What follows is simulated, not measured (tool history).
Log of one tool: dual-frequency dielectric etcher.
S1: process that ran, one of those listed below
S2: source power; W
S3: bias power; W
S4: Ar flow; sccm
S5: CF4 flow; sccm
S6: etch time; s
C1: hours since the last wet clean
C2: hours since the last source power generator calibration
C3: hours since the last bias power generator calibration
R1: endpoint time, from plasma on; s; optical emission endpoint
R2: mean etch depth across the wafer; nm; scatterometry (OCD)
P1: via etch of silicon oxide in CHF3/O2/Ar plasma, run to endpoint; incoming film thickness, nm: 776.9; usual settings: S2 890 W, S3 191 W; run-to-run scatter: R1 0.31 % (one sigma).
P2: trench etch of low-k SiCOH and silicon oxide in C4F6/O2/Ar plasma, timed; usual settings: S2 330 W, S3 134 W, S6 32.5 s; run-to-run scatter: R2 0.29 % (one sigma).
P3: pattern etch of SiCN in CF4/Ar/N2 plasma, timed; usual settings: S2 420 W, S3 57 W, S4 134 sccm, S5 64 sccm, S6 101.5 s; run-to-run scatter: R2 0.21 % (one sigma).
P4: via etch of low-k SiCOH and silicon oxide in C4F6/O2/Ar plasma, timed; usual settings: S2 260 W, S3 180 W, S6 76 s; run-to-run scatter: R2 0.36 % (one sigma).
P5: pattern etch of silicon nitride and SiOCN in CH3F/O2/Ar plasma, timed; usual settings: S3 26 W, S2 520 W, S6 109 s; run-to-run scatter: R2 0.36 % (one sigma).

run  hour  S1    S2   S3   S4  S5     S6     C1      C2      C3      R1      R2
  1   2.7  P1   890  191                  114.8  2070.9  1451.4  333.78
  2   5.9  P3   420   57  134  89  101.5    118  2074.1  1454.6          74.122
  3     9  P1   890  191                  121.1  2077.2  1457.7  335.02
  4  11.3  P4   260  180              76  123.4  2079.5    1460          177.65
  5  13.8  P4   260  135              76  125.9    2082  1462.5          162.04
  6  16.8  P3   280   57  134  64  101.5  128.9    2085  1465.5          49.099
  7    20  P2   330  134              18  132.1  2088.2  1468.7          45.833
  8  24.4  P1  1260  191                  136.5  2092.6  1473.1  294.09
  9  27.5  P1   890  191                  139.6  2095.7  1476.2  335.44
 10  30.9  P5   520   26             109    143  2099.1  1479.6          17.214
 11  34.5  P1   890  191                  146.6  2102.7  1483.2  334.99
 12  37.2  P5   520   18             109  149.3  2105.4  1485.9          14.749
 13  40.1  P4   260  180              76  152.2  2108.3  1488.8          177.19
 14  43.7  P4   260  180              42  155.8  2111.9  1492.4          98.106
 15  46.2  P4   360  180              76  158.3  2114.4  1494.9          201.02
 16  48.2  P3   420   57  134  64  101.5  160.3  2116.4  1496.9          70.095
 17  52.1  P5   380   26             109  164.2  2120.3  1500.8          15.456
 18  55.6  P3   420   57  134  64  101.5  167.7  2123.8  1504.3          70.158
 19  58.1  P3   420   57  134  64   63.5  170.2  2126.3  1506.8          43.814
 20  61.3  P1   890  191                  173.4  2129.5    1510  337.89
 21  64.2  P2   330  134            32.5  176.3  2132.4  1512.9          82.953
 22  67.6  P1   890  191                  179.7  2135.8  1516.3  334.77
 23  70.2  P1   680  191                  182.3  2138.4  1518.9  372.44
 24  72.4  P5   520   26             154  184.5  2140.6  1521.1          24.384
 25  76.1  P2   330  134            32.5  188.2  2144.3  1524.8          83.079
 26  79.2  P5   520   26             109  191.3  2147.4  1527.9          17.263

Run 27 comes next. What will it give?
 27  82.1  P1  1110  133              194.2  2150.3  1530.8   ?

Run 27 gave R1 344.6 s.
